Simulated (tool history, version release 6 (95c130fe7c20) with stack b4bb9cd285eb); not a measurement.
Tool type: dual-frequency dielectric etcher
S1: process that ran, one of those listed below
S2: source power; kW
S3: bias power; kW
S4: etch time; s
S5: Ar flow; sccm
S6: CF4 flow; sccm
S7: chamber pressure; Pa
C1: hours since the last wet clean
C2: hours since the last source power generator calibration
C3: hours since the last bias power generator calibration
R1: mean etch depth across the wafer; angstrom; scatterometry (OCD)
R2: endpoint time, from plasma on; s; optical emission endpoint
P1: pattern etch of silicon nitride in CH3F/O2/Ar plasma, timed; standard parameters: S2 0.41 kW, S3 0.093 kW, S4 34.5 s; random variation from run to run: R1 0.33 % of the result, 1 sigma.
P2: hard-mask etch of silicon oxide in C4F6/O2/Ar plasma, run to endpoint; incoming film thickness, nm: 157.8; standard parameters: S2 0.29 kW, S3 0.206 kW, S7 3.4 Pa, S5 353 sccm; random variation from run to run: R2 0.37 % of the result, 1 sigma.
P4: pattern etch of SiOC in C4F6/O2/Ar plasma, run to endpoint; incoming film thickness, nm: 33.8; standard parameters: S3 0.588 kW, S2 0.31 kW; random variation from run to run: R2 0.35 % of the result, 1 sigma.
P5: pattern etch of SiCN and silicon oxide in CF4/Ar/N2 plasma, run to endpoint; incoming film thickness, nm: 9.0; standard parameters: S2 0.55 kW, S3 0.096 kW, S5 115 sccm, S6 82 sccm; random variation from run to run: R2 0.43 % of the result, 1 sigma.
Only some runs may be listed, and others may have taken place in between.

run	hour	S1	S2	S3	S4	S5	S6	S7	C1	C2	C3	R1	R2
1	7.8	P1	0.41	0.093	34.5				232	1380.9	1452.1	266.82	
2	19.2	P1	0.41	0.093	34.5				243.4	1392.3	1463.5	265.97	
3	27.8	P5	0.78	0.096		115	82		252	1400.9	1472.1		5.8317
4	36.2	P1	0.41	0.074	34.5				260.4	1409.3	1480.5	244.27	
5	42.3	P5	0.55	0.079		115	82		266.5	1415.4	1486.6		8.4805
6	48	P4	0.23	0.588					272.2	1421.1	1492.3		13.057
7	57.1	P5	0.55	0.096		81	82		281.3	1430.2	1501.4		7.5758
8	63.5	P5	0.55	0.096		115	62		287.7	1436.6	1507.8		8.2246
9	69.9	P1	0.31	0.093	34.5				294.1	1443	1514.2	239.72	
10	78.1	P1	0.41	0.093	34.5				302.3	1451.2	1522.4	264.18	
11	89.9	P2	0.29	0.286		353		3.4	314.1	1463	1534.2		48.421
12	98.4	P2	0.37	0.206		353		3.4	322.6	1471.5	1542.7		48.979
13	103.7	P2	0.29	0.206		353		3.4	327.9	1476.8	1548		54.41
14	112.1	P4	0.31	0.425					336.3	1485.2	1556.4		13.287
15	121.6	P1	0.41	0.093	46.5				345.8	1494.7	1565.9	358.04	
16	132.9	P5	0.55	0.096		115	82		357.1	1506	1577.2		7.9108
17	140.5	P1	0.41	0.093	34.5				364.7	1513.6	1584.8	266.52	
18	149.1	P4	0.31	0.588					373.3	1522.2	1593.4		11.677
19	154.9	P1	0.41	0.093	34.5				379.1	1528	1599.2	267.54	
20	163.9	P2	0.29	0.206		353		3.4	388.1	1537	1608.2		54.113
21	172.2	P4	0.31	0.588					396.4	1545.3	1616.5		11.755

Run 22 comes next. What will it give?
22	178.3	P1	0.41	0.093	19				402.5	1551.4	1622.6	?	

For run 22 the tool returned R1 146.47 angstrom.
